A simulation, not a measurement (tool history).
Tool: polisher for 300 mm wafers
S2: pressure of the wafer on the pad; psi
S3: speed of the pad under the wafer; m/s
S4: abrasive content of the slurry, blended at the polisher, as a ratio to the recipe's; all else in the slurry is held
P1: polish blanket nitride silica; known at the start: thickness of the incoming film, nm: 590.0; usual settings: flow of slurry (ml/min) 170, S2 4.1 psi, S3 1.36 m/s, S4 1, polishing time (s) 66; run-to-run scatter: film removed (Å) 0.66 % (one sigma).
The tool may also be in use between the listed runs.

run 1 hour=11.5 | flow_of_slurry_(ml/min)=170 S2=4.1 S3=1.36 S4=1 polishing_time_(s)=66 | film_removed_(Å)=523.56
run 2 hour=19 | flow_of_slurry_(ml/min)=170 S2=4.1 S3=1.36 S4=0.7 polishing_time_(s)=66 | film_removed_(Å)=431.96
run 3 hour=31.4 | flow_of_slurry_(ml/min)=170 S2=4.1 S3=1.36 S4=1 polishing_time_(s)=66 | film_removed_(Å)=523.73
run 4 hour=44 | flow_of_slurry_(ml/min)=170 S2=6 S3=1.36 S4=1 polishing_time_(s)=66 | film_removed_(Å)=753.92
-- hour=51.4 worn pad replaced by a new one
run 5 hour=54.5 | flow_of_slurry_(ml/min)=170 S2=4.1 S3=1.36 S4=1.4 polishing_time_(s)=66 | film_removed_(Å)=606.66
run 6 hour=69.2 | flow_of_slurry_(ml/min)=170 S2=4.1 S3=1.88 S4=1 polishing_time_(s)=66 | film_removed_(Å)=683.74
run 7 hour=77.1 | flow_of_slurry_(ml/min)=170 S2=4.1 S3=1.36 S4=1 polishing_time_(s)=66 | film_removed_(Å)=524.09
run 8 hour=87.5 | flow_of_slurry_(ml/min)=170 S2=1.8 S3=1.36 S4=1 polishing_time_(s)=66 | film_removed_(Å)=232.09
run 9 hour=99.3 | flow_of_slurry_(ml/min)=100 S2=4.1 S3=1.36 S4=1 polishing_time_(s)=66 | film_removed_(Å)=468.87
run 10 hour=105.8 | flow_of_slurry_(ml/min)=170 S2=4.1 S3=1.36 S4=1 polishing_time_(s)=102 | film_removed_(Å)=811.34
run 11 hour=113.7 | flow_of_slurry_(ml/min)=170 S2=4.1 S3=0.86 S4=1 polishing_time_(s)=66 | film_removed_(Å)=361.86
run 12 hour=120.9 | flow_of_slurry_(ml/min)=170 S2=4.1 S3=1.36 S4=1 polishing_time_(s)=44 | film_removed_(Å)=349.37
run 13 hour=130.8 | flow_of_slurry_(ml/min)=170 S2=4.1 S3=1.36 S4=1 polishing_time_(s)=66 | film_removed_(Å)=522.29
run 14 hour=143.9 | flow_of_slurry_(ml/min)=170 S2=4.1 S3=1.36 S4=1 polishing_time_(s)=66 | film_removed_(Å)=521.52
run 15 hour=153 | flow_of_slurry_(ml/min)=170 S2=4.1 S3=1.36 S4=1.4 polishing_time_(s)=84 | film_removed_(Å)=760.01
run 16 hour=161.8 | flow_of_slurry_(ml/min)=170 S2=4.1 S3=1.36 S4=1 polishing_time_(s)=66 | film_removed_(Å)=516.58
run 17 hour=170 | flow_of_slurry_(ml/min)=235 S2=4.1 S3=1.36 S4=1 polishing_time_(s)=66 | film_removed_(Å)=543.9
run 18 hour=181.8 | flow_of_slurry_(ml/min)=170 S2=4.1 S3=1.36 S4=1 polishing_time_(s)=66 | film_removed_(Å)=524.78
run 19 hour=194.1 | flow_of_slurry_(ml/min)=170 S2=4.1 S3=1.36 S4=1 polishing_time_(s)=66 | film_removed_(Å)=498.82
run 20 hour=205.5 | flow_of_slurry_(ml/min)=170 S2=4.1 S3=1.36 S4=1 polishing_time_(s)=66 | film_removed_(Å)=487.44
-- hour=211 conditioning disc replaced and pad reconditioned
run 21 hour=218.1 | flow_of_slurry_(ml/min)=170 S2=4.1 S3=1.36 S4=1 polishing_time_(s)=66 | film_removed_(Å)=481.1
-- hour=221.8 worn pad replaced by a new one
-- hour=231 head pressure recalibrated
run 22 hour=231.7 | flow_of_slurry_(ml/min)=170 S2=4.1 S3=1.36 S4=1 polishing_time_(s)=66 | film_removed_(Å)=476.2
run 23 hour=244.1 | flow_of_slurry_(ml/min)=170 S2=4.1 S3=1.36 S4=1 polishing_time_(s)=66 | film_removed_(Å)=477.33
run 24 hour=252.3 | flow_of_slurry_(ml/min)=170 S2=4.1 S3=1.36 S4=1 polishing_time_(s)=66 | film_removed_(Å)=473.87

What P1 gives has crept away from where it was. These 2 causes fit the log equally well, each at the size given:
A: abrasive missing from the slurry, % = 18.1
B: slurry flow missing at the pad, % = 38.8
The creep began at about hour 181.8.
Why every other cause is out:
removal rate lost through wear of the pad, %: serviced at hour 221.8, which brought nothing back
head's pressure below its setpoint, %: serviced at hour 231, which brought nothing back
time polished since the conditioner stopped cutting, s: serviced at hour 211, which brought nothing back

4 check runs are offered, one wafer each, their results left as question marks. Which one tells the causes apart?
run check 1 hour=260.5 | flow_of_slurry_(ml/min)=170 S2=4.1 S3=1.76 S4=1 polishing_time_(s)=102 | film_removed_(Å)=?
run check 2 hour=260.5 | flow_of_slurry_(ml/min)=170 S2=4.1 S3=1.86 S4=1 polishing_time_(s)=66 | film_removed_(Å)=?
run check 3 hour=260.5 | flow_of_slurry_(ml/min)=170 S2=4.1 S3=0.88 S4=1 polishing_time_(s)=66 | film_removed_(Å)=?
run check 4 hour=260.5 | flow_of_slurry_(ml/min)=100 S2=4.1 S3=1.36 S4=1 polishing_time_(s)=66 | film_removed_(Å)=?

What each check would give under each cause:
check=check_1 result=film_removed_(Å) if_A=900.37 if_B=900.3
check=check_2 result=film_removed_(Å) if_A=608.93 if_B=608.88
check=check_3 result=film_removed_(Å) if_A=334.61 if_B=334.59
check=check_4 result=film_removed_(Å) if_A=426.53 if_B=402.97
How far apart the two closest causes lie, in the result that separates them most: check 1 0.01 %; check 2 0.01 %; check 3 0.01 %; check 4 5.68 %
Check 4 tells the causes apart: in the others they would give nearly the same result.

Then check 4 was run and gave: film removed (Å) 427.97. Which cause is it?

It is A: abrasive missing from the slurry, %.
